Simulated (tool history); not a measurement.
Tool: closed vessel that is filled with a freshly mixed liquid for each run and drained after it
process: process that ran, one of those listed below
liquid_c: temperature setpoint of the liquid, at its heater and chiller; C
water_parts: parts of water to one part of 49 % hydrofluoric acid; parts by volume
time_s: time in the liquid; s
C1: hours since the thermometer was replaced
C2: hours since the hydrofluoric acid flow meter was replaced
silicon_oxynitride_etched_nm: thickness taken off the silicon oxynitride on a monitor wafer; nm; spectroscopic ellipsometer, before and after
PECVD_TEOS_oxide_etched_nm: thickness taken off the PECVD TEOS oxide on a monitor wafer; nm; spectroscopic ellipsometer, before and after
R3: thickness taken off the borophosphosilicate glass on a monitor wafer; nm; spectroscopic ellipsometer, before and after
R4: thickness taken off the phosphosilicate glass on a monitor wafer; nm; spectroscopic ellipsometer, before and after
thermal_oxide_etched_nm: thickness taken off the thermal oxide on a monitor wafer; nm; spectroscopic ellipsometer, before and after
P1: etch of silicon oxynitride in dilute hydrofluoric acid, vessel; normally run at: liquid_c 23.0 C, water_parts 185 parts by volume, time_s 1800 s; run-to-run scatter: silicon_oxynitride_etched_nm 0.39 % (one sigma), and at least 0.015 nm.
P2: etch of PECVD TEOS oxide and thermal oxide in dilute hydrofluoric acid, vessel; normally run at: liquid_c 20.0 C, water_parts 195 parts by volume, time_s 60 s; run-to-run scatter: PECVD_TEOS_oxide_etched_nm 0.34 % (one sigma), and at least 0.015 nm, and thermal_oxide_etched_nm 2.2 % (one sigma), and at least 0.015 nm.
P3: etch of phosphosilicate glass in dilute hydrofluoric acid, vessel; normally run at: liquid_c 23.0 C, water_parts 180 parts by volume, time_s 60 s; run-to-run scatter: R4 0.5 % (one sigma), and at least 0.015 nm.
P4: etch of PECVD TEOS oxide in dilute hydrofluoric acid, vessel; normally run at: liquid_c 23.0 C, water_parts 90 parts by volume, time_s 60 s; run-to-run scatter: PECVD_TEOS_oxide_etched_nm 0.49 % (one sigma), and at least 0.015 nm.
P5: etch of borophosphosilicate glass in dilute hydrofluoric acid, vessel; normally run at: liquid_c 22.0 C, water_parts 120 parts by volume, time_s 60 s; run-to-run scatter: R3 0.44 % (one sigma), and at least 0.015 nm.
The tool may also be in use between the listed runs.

{"run": 1, "hour": 4.3, "process": "P1", "liquid_c": 23.0, "water_parts": 185, "time_s": 1800, "C1": 283.7, "C2": 795.8, "silicon_oxynitride_etched_nm": 12.475}
{"run": 2, "hour": 9.3, "process": "P4", "liquid_c": 23.0, "water_parts": 90, "time_s": 30, "C1": 288.7, "C2": 800.8, "PECVD_TEOS_oxide_etched_nm": 5.2559}
{"run": 3, "hour": 12.9, "process": "P1", "liquid_c": 23.0, "water_parts": 185, "time_s": 1800, "C1": 292.3, "C2": 804.4, "silicon_oxynitride_etched_nm": 12.402}
{"run": 4, "hour": 17.4, "process": "P5", "liquid_c": 22.0, "water_parts": 120, "time_s": 60, "C1": 296.8, "C2": 808.9, "R3": 22.079}
{"run": 5, "hour": 23.1, "process": "P5", "liquid_c": 22.0, "water_parts": 120, "time_s": 60, "C1": 302.5, "C2": 814.6, "R3": 22.054}
{"run": 6, "hour": 27.6, "process": "P1", "liquid_c": 17.5, "water_parts": 185, "time_s": 3240, "C1": 307.0, "C2": 819.1, "silicon_oxynitride_etched_nm": 17.339}
{"run": 7, "hour": 31.3, "process": "P1", "liquid_c": 23.0, "water_parts": 185, "time_s": 425, "C1": 310.7, "C2": 822.8, "silicon_oxynitride_etched_nm": 2.9465}
{"run": 8, "hour": 37.8, "process": "P3", "liquid_c": 17.5, "water_parts": 180, "time_s": 60, "C1": 317.2, "C2": 829.3, "R4": 30.346}
{"run": 9, "hour": 41.3, "process": "P4", "liquid_c": 18.5, "water_parts": 90, "time_s": 60, "C1": 320.7, "C2": 832.8, "PECVD_TEOS_oxide_etched_nm": 8.7419}
{"run": 10, "hour": 45.7, "process": "P5", "liquid_c": 17.0, "water_parts": 120, "time_s": 60, "C1": 325.1, "C2": 837.2, "R3": 18.085}
{"run": 11, "hour": 52.0, "process": "P2", "liquid_c": 20.0, "water_parts": 195, "time_s": 110, "C1": 331.4, "C2": 843.5, "PECVD_TEOS_oxide_etched_nm": 11.025, "thermal_oxide_etched_nm": 2.0005}
{"run": 12, "hour": 56.2, "process": "P4", "liquid_c": 23.0, "water_parts": 25, "time_s": 60, "C1": 335.6, "C2": 847.7, "PECVD_TEOS_oxide_etched_nm": 40.837}
{"run": 13, "hour": 62.7, "process": "P1", "liquid_c": 23.0, "water_parts": 185, "time_s": 1800, "C1": 342.1, "C2": 854.2, "silicon_oxynitride_etched_nm": 12.5}
{"run": 14, "hour": 66.5, "process": "P1", "liquid_c": 18.0, "water_parts": 185, "time_s": 1800, "C1": 345.9, "C2": 858.0, "silicon_oxynitride_etched_nm": 9.8244}
{"run": 15, "hour": 70.9, "process": "P1", "liquid_c": 23.0, "water_parts": 185, "time_s": 3450, "C1": 350.3, "C2": 862.4, "silicon_oxynitride_etched_nm": 23.726}
{"run": 16, "hour": 75.3, "process": "P1", "liquid_c": 23.0, "water_parts": 120, "time_s": 1800, "C1": 354.7, "C2": 866.8, "silicon_oxynitride_etched_nm": 20.123}
{"run": 17, "hour": 82.1, "process": "P1", "liquid_c": 29.5, "water_parts": 185, "time_s": 1800, "C1": 361.5, "C2": 873.6, "silicon_oxynitride_etched_nm": 16.574}
{"run": 18, "hour": 86.0, "process": "P2", "liquid_c": 27.5, "water_parts": 195, "time_s": 60, "C1": 365.4, "C2": 877.5, "PECVD_TEOS_oxide_etched_nm": 7.9147, "thermal_oxide_etched_nm": 1.4631}
{"run": 19, "hour": 90.9, "process": "P5", "liquid_c": 22.0, "water_parts": 55, "time_s": 60, "C1": 370.3, "C2": 882.4, "R3": 52.266}
{"run": 20, "hour": 96.4, "process": "P1", "liquid_c": 23.0, "water_parts": 185, "time_s": 1800, "C1": 375.8, "C2": 887.9, "silicon_oxynitride_etched_nm": 12.379}
{"run": 21, "hour": 101.7, "process": "P2", "liquid_c": 20.0, "water_parts": 195, "time_s": 60, "C1": 381.1, "C2": 893.2, "PECVD_TEOS_oxide_etched_nm": 6.0197, "thermal_oxide_etched_nm": 1.1023}
{"run": 22, "hour": 105.9, "process": "P5", "liquid_c": 22.0, "water_parts": 120, "time_s": 30, "C1": 385.3, "C2": 897.4, "R3": 11.052}
{"run": 23, "hour": 110.7, "process": "P3", "liquid_c": 23.0, "water_parts": 180, "time_s": 100, "C1": 390.1, "C2": 902.2, "R4": 62.267}
{"run": 24, "hour": 113.9, "process": "P3", "liquid_c": 23.0, "water_parts": 30, "time_s": 60, "C1": 393.3, "C2": 905.4, "R4": 269.1}
{"run": 25, "hour": 120.9, "process": "P3", "liquid_c": 23.0, "water_parts": 180, "time_s": 60, "C1": 400.3, "C2": 912.4, "R4": 37.149}
{"run": 26, "hour": 127.4, "process": "P2", "liquid_c": 20.0, "water_parts": 340, "time_s": 60, "C1": 406.8, "C2": 918.9, "PECVD_TEOS_oxide_etched_nm": 3.0112, "thermal_oxide_etched_nm": 0.57612}
{"run": 27, "hour": 133.6, "process": "P4", "liquid_c": 23.0, "water_parts": 90, "time_s": 60, "C1": 413.0, "C2": 925.1, "PECVD_TEOS_oxide_etched_nm": 10.402}
{"run": 28, "hour": 138.9, "process": "P1", "liquid_c": 23.0, "water_parts": 185, "time_s": 1800, "C1": 418.3, "C2": 930.4, "silicon_oxynitride_etched_nm": 12.432}
{"hour": 144.4, "done": "thermometer replaced"}
{"run": 29, "hour": 146.3, "process": "P3", "liquid_c": 23.0, "water_parts": 180, "time_s": 60, "C1": 2.0, "C2": 937.8, "R4": 37.613}
{"run": 30, "hour": 151.5, "process": "P1", "liquid_c": 23.0, "water_parts": 300, "time_s": 1800, "C1": 7.2, "C2": 943.0, "silicon_oxynitride_etched_nm": 7.0354}
{"run": 31, "hour": 156.8, "process": "P1", "liquid_c": 23.0, "water_parts": 185, "time_s": 1800, "C1": 12.5, "C2": 948.3, "silicon_oxynitride_etched_nm": 12.426}
{"run": 32, "hour": 162.2, "process": "P2", "liquid_c": 20.0, "water_parts": 195, "time_s": 60, "C1": 17.9, "C2": 953.7, "PECVD_TEOS_oxide_etched_nm": 6.0177, "thermal_oxide_etched_nm": 1.1176}
{"run": 33, "hour": 166.0, "process": "P1", "liquid_c": 23.0, "water_parts": 185, "time_s": 1800, "C1": 21.7, "C2": 957.5, "silicon_oxynitride_etched_nm": 12.412}
{"run": 34, "hour": 170.2, "process": "P1", "liquid_c": 23.0, "water_parts": 185, "time_s": 1800, "C1": 25.9, "C2": 961.7, "silicon_oxynitride_etched_nm": 12.411}
{"run": 35, "hour": 175.4, "process": "P1", "liquid_c": 23.0, "water_parts": 185, "time_s": 1800, "C1": 31.1, "C2": 966.9, "silicon_oxynitride_etched_nm": 12.012}
{"run": 36, "hour": 180.3, "process": "P1", "liquid_c": 23.0, "water_parts": 185, "time_s": 1800, "C1": 36.0, "C2": 971.8, "silicon_oxynitride_etched_nm": 11.617}
{"run": 37, "hour": 184.1, "process": "P1", "liquid_c": 23.0, "water_parts": 185, "time_s": 1800, "C1": 39.8, "C2": 975.6, "silicon_oxynitride_etched_nm": 11.512}
{"run": 38, "hour": 190.5, "process": "P1", "liquid_c": 23.0, "water_parts": 185, "time_s": 1800, "C1": 46.2, "C2": 982.0, "silicon_oxynitride_etched_nm": 11.423}
{"run": 39, "hour": 196.6, "process": "P1", "liquid_c": 23.0, "water_parts": 185, "time_s": 1800, "C1": 52.3, "C2": 988.1, "silicon_oxynitride_etched_nm": 11.279}
{"run": 40, "hour": 204.2, "process": "P1", "liquid_c": 23.0, "water_parts": 185, "time_s": 1800, "C1": 59.9, "C2": 995.7, "silicon_oxynitride_etched_nm": 11.125}
{"run": 41, "hour": 211.0, "process": "P1", "liquid_c": 23.0, "water_parts": 185, "time_s": 1800, "C1": 66.7, "C2": 1002.5, "silicon_oxynitride_etched_nm": 11.143}
{"run": 42, "hour": 217.7, "process": "P1", "liquid_c": 23.0, "water_parts": 185, "time_s": 1800, "C1": 73.4, "C2": 1009.2, "silicon_oxynitride_etched_nm": 11.104}

What P1 gives has crept away from where it was. These 2 causes fit the log equally well, each at the size given:
A: liquid colder than its thermometer reads (K) = 2.39
B: hydrofluoric acid flow below the setpoint (%) = 9.15
The creep began at about hour 170.2.

4 check runs are offered, each on 2 wafers whose results are averaged, their results left as question marks. Which one tells the causes apart?
{"run": "check 1", "hour": 224.4, "process": "P2", "liquid_c": 20.0, "water_parts": 290, "time_s": 60, "PECVD_TEOS_oxide_etched_nm": "?", "thermal_oxide_etched_nm": "?"}
{"run": "check 2", "hour": 224.4, "process": "P5", "liquid_c": 17.0, "water_parts": 120, "time_s": 60, "R3": "?"}
{"run": "check 3", "hour": 224.4, "process": "P3", "liquid_c": 18.0, "water_parts": 55, "time_s": 60, "R4": "?"}
{"run": "check 4", "hour": 224.4, "process": "P4", "liquid_c": 23.0, "water_parts": 25, "time_s": 60, "PECVD_TEOS_oxide_etched_nm": "?"}

What each check would give under each cause:
check=check_1 result=PECVD_TEOS_oxide_etched_nm if_A=3.3830 if_B=3.2734
check=check_1 result=thermal_oxide_etched_nm if_A=0.62642 if_B=0.60613
check=check_2 result=R3 if_A=16.356 if_B=16.237
check=check_3 result=R4 if_A=103.340 if_B=103.500
check=check_4 result=PECVD_TEOS_oxide_etched_nm if_A=37.0800 if_B=37.1810
How far apart the two closest causes lie, in the result that separates them most: check 1 3.29 %; check 2 0.73 %; check 3 0.15 %; check 4 0.27 %
Only check 1 tells the causes apart: in the others they would give nearly the same result.

Check 1 was then run and gave: PECVD_TEOS_oxide_etched_nm 3.2573 nm; thermal_oxide_etched_nm 0.59419 nm. Which cause is it?

It is B: hydrofluoric acid flow below the setpoint (%).
